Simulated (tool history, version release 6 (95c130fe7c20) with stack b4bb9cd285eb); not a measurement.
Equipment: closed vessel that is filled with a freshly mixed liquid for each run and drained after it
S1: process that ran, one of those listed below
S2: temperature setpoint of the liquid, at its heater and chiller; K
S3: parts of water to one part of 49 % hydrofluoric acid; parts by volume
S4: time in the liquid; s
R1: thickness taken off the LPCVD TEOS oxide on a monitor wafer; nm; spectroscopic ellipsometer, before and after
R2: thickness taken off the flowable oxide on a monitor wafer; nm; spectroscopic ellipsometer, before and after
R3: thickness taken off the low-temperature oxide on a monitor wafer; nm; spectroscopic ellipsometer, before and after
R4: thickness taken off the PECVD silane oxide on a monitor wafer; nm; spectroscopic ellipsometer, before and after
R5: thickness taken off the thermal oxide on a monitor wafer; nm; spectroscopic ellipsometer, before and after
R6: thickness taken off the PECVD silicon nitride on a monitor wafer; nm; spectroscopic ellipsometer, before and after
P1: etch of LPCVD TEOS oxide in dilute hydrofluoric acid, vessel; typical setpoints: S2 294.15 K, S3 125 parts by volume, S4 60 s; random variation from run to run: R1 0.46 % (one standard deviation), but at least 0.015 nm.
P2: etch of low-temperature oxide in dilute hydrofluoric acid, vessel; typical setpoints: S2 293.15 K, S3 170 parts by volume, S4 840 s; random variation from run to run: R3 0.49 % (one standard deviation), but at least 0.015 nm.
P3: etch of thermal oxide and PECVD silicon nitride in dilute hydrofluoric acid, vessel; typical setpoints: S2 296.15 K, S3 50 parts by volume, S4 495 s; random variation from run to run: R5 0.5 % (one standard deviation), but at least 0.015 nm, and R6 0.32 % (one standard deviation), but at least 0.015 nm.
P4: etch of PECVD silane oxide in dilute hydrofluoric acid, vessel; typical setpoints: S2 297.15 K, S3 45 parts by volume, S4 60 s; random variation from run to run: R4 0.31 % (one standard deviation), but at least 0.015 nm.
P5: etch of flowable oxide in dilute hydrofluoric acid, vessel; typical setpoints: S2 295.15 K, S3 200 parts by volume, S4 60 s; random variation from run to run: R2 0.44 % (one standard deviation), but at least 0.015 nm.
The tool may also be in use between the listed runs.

| run | day | S1 | S2 | S3 | S4 | R1 | R2 | R3 | R4 | R5 | R6 |
|---|---|---|---|---|---|---|---|---|---|---|---|
| 1 | 0.333 | P1 | 294.15 | 125 | 60 | 7.9999 |  |  |  |  |  |
| 2 | 0.862 | P5 | 295.15 | 200 | 30 |  | 3.5022 |  |  |  |  |
| 3 | 1.308 | P1 | 290.15 | 125 | 30 | 3.4262 |  |  |  |  |  |
| 4 | 1.646 | P1 | 294.15 | 220 | 30 | 2.0572 |  |  |  |  |  |
| 5 | 2.288 | P2 | 293.15 | 110 | 840 |  |  | 91.885 |  |  |  |
| 6 | 2.617 | P5 | 295.15 | 315 | 60 |  | 3.9783 |  |  |  |  |
| 7 | 3.25 | P1 | 294.15 | 125 | 60 | 8.0739 |  |  |  |  |  |
| 8 | 3.804 | P4 | 297.15 | 25 | 60 |  |  |  | 64.132 |  |  |
| 9 | 4.208 | P1 | 294.15 | 125 | 115 | 15.331 |  |  |  |  |  |
| 10 | 4.808 | P3 | 296.15 | 50 | 105 |  |  |  |  | 11.21 | 3.3586 |
| 11 | 5.425 | P3 | 296.15 | 25 | 495 |  |  |  |  | 109.37 | 30.867 |
| 12 | 5.742 | P4 | 297.15 | 45 | 95 |  |  |  | 54.66 |  |  |
|  | 5.862 | hydrofluoric acid flow meter replaced |
| 13 | 6.371 | P2 | 298.65 | 170 | 840 |  |  | 68.698 |  |  |  |
| 14 | 6.896 | P1 | 294.15 | 125 | 60 | 7.9827 |  |  |  |  |  |
| 15 | 7.375 | P1 | 294.15 | 45 | 60 | 24.332 |  |  |  |  |  |
| 16 | 7.925 | P4 | 305.15 | 45 | 60 |  |  |  | 47.719 |  |  |
| 17 | 8.508 | P3 | 296.15 | 50 | 495 |  |  |  |  | 52.865 | 15.656 |
| 18 | 8.871 | P5 | 290.65 | 200 | 60 |  | 5.8494 |  |  |  |  |
| 19 | 9.2 | P2 | 293.15 | 170 | 385 |  |  | 25.503 |  |  |  |
| 20 | 9.583 | P5 | 295.15 | 200 | 60 |  | 7.0913 |  |  |  |  |
| 21 | 10.142 | P5 | 295.15 | 200 | 60 |  | 7.0211 |  |  |  |  |
| 22 | 10.683 | P1 | 290.15 | 125 | 60 | 6.7333 |  |  |  |  |  |
| 23 | 11.083 | P1 | 294.15 | 125 | 60 | 7.9331 |  |  |  |  |  |
| 24 | 11.679 | P1 | 294.15 | 180 | 60 | 5.2492 |  |  |  |  |  |
| 25 | 12.167 | P2 | 293.15 | 170 | 840 |  |  | 55.845 |  |  |  |
| 26 | 12.675 | P4 | 297.15 | 45 | 60 |  |  |  | 34.646 |  |  |
| 27 | 13.225 | P1 | 294.15 | 125 | 30 | 3.97 |  |  |  |  |  |
| 28 | 13.742 | P1 | 300.15 | 125 | 60 | 10.048 |  |  |  |  |  |
| 29 | 14.217 | P4 | 297.15 | 45 | 60 |  |  |  | 34.588 |  |  |
| 30 | 14.529 | P1 | 294.15 | 125 | 60 | 7.9413 |  |  |  |  |  |
| 31 | 14.912 | P3 | 290.15 | 50 | 495 |  |  |  |  | 41.144 | 10.386 |
| 32 | 15.421 | P1 | 294.15 | 125 | 60 | 8.0254 |  |  |  |  |  |
| 33 | 15.8 | P1 | 294.15 | 125 | 60 | 8.1231 |  |  |  |  |  |
| 34 | 16.346 | P1 | 294.15 | 125 | 60 | 8.2584 |  |  |  |  |  |
| 35 | 17.021 | P1 | 294.15 | 125 | 60 | 8.2316 |  |  |  |  |  |
| 36 | 17.65 | P1 | 294.15 | 125 | 60 | 8.3166 |  |  |  |  |  |
| 37 | 18.092 | P1 | 294.15 | 125 | 60 | 8.3625 |  |  |  |  |  |
| 38 | 18.696 | P1 | 294.15 | 125 | 60 | 8.4632 |  |  |  |  |  |
| 39 | 19.142 | P1 | 294.15 | 125 | 60 | 8.3242 |  |  |  |  |  |
| 40 | 19.529 | P1 | 294.15 | 125 | 60 | 8.4692 |  |  |  |  |  |
| 41 | 20.204 | P1 | 294.15 | 125 | 60 | 8.4287 |  |  |  |  |  |
| 42 | 20.696 | P1 | 294.15 | 125 | 60 | 8.481 |  |  |  |  |  |
| 43 | 21.312 | P1 | 294.15 | 125 | 60 | 8.4356 |  |  |  |  |  |

The log shows P1 creeping away from where it was. Any of the 2 causes listed here, at the size stated for it, fits the log just as well as the others:
A: liquid hotter than its thermometer reads (K) = 1.45
B: hydrofluoric acid flow above the setpoint (%) = 5.2
Onset of the creep was near day 15.421.

Question marks stand in for the results of the 4 check runs listed below, each run on one wafer. Under which run would the listed causes show clearly different results?
| check 1 | 21.929 | P3 | 296.15 | 50 | 495 |  |  |  |  | ? | ? |
| check 2 | 21.929 | P4 | 297.15 | 45 | 60 |  |  |  | ? |  |  |
| check 3 | 21.929 | P5 | 295.15 | 200 | 60 |  | ? |  |  |  |  |
| check 4 | 21.929 | P2 | 293.15 | 170 | 840 |  |  | ? |  |  |  |

Expected result of each check under each candidate cause:
| check | result | if A | if B |
|---|---|---|---|
| check 1 | R5 | 55.992 | 55.66 |
| check 1 | R6 | 17.354 | 16.532 |
| check 2 | R4 | 36.623 | 36.403 |
| check 3 | R2 | 7.406 | 7.4549 |
| check 4 | R3 | 59.171 | 59.33 |
Minimum pairwise separation of causes per check, each pair taken at its best-separating result: check 1 4.85 %; check 2 0.6 %; check 3 0.66 %; check 4 0.27 %
Check 1 is the one run that separates the causes; every other check would come out nearly the same whichever cause is at work.

Check 1 was carried out, with these results: R5 55.565 nm; R6 16.51 nm. Which of the listed causes is responsible?

Of the candidate causes, it is B: hydrofluoric acid flow above the setpoint (%).
